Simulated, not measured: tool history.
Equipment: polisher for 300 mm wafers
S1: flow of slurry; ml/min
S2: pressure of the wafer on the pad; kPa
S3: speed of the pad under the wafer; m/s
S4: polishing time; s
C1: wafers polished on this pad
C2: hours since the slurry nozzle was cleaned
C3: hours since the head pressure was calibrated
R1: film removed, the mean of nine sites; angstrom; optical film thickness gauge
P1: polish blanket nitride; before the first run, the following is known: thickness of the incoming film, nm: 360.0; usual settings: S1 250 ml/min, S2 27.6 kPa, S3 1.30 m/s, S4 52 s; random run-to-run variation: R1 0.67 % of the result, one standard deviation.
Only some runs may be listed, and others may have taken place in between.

{"run": 1, "hour": 3.8, "S1": 250, "S2": 27.6, "S3": 1.3, "S4": 52, "C1": 195, "C2": 190.4, "C3": 152.3, "R1": 1054.3}
{"run": 2, "hour": 10.1, "S1": 250, "S2": 42.7, "S3": 1.3, "S4": 29, "C1": 241, "C2": 196.7, "C3": 158.6, "R1": 910.15}
{"run": 3, "hour": 16.6, "S1": 250, "S2": 27.6, "S3": 1.3, "S4": 79, "C1": 289, "C2": 203.2, "C3": 165.1, "R1": 1587.9}
{"run": 4, "hour": 21.0, "S1": 250, "S2": 27.6, "S3": 1.3, "S4": 52, "C1": 321, "C2": 207.6, "C3": 169.5, "R1": 1047.5}
{"run": 5, "hour": 26.9, "S1": 250, "S2": 17.2, "S3": 1.3, "S4": 52, "C1": 365, "C2": 213.5, "C3": 175.4, "R1": 662.51}
{"run": 6, "hour": 33.8, "S1": 250, "S2": 27.6, "S3": 1.3, "S4": 27, "C1": 415, "C2": 220.4, "C3": 182.3, "R1": 544.57}
{"run": 7, "hour": 39.6, "S1": 180, "S2": 27.6, "S3": 1.82, "S4": 52, "C1": 458, "C2": 226.2, "C3": 188.1, "R1": 1327.5}
{"run": 8, "hour": 44.3, "S1": 150, "S2": 27.6, "S3": 1.3, "S4": 52, "C1": 492, "C2": 230.9, "C3": 192.8, "R1": 975.53}
{"run": 9, "hour": 47.9, "S1": 250, "S2": 27.6, "S3": 0.92, "S4": 52, "C1": 519, "C2": 234.5, "C3": 196.4, "R1": 802.73}
{"run": 10, "hour": 52.6, "S1": 250, "S2": 27.6, "S3": 1.3, "S4": 52, "C1": 553, "C2": 239.2, "C3": 201.1, "R1": 1045.0}
{"run": 11, "hour": 60.7, "S1": 350, "S2": 27.6, "S3": 1.3, "S4": 52, "C1": 613, "C2": 247.3, "C3": 209.2, "R1": 1080.9}
{"run": 12, "hour": 67.5, "S1": 250, "S2": 27.6, "S3": 1.3, "S4": 52, "C1": 663, "C2": 254.1, "C3": 216.0, "R1": 1054.2}
{"run": 13, "hour": 73.3, "S1": 250, "S2": 43.4, "S3": 1.3, "S4": 52, "C1": 705, "C2": 259.9, "C3": 221.8, "R1": 1670.6}
{"run": 14, "hour": 78.4, "S1": 250, "S2": 27.6, "S3": 1.3, "S4": 52, "C1": 743, "C2": 265.0, "C3": 226.9, "R1": 1052.7}
{"run": 15, "hour": 86.2, "S1": 250, "S2": 27.6, "S3": 1.98, "S4": 52, "C1": 800, "C2": 272.8, "C3": 234.7, "R1": 1456.4}
{"run": 16, "hour": 94.2, "S1": 250, "S2": 27.6, "S3": 1.3, "S4": 52, "C1": 859, "C2": 280.8, "C3": 242.7, "R1": 1059.9}

Run 17 has not been measured yet. What should we expect?
{"run": 17, "hour": 100.9, "S1": 250, "S2": 27.6, "S3": 1.3, "S4": 52, "C1": 908, "C2": 287.5, "C3": 249.4, "R1": "?"}

{"run 17": {"R1": 1026.0}}
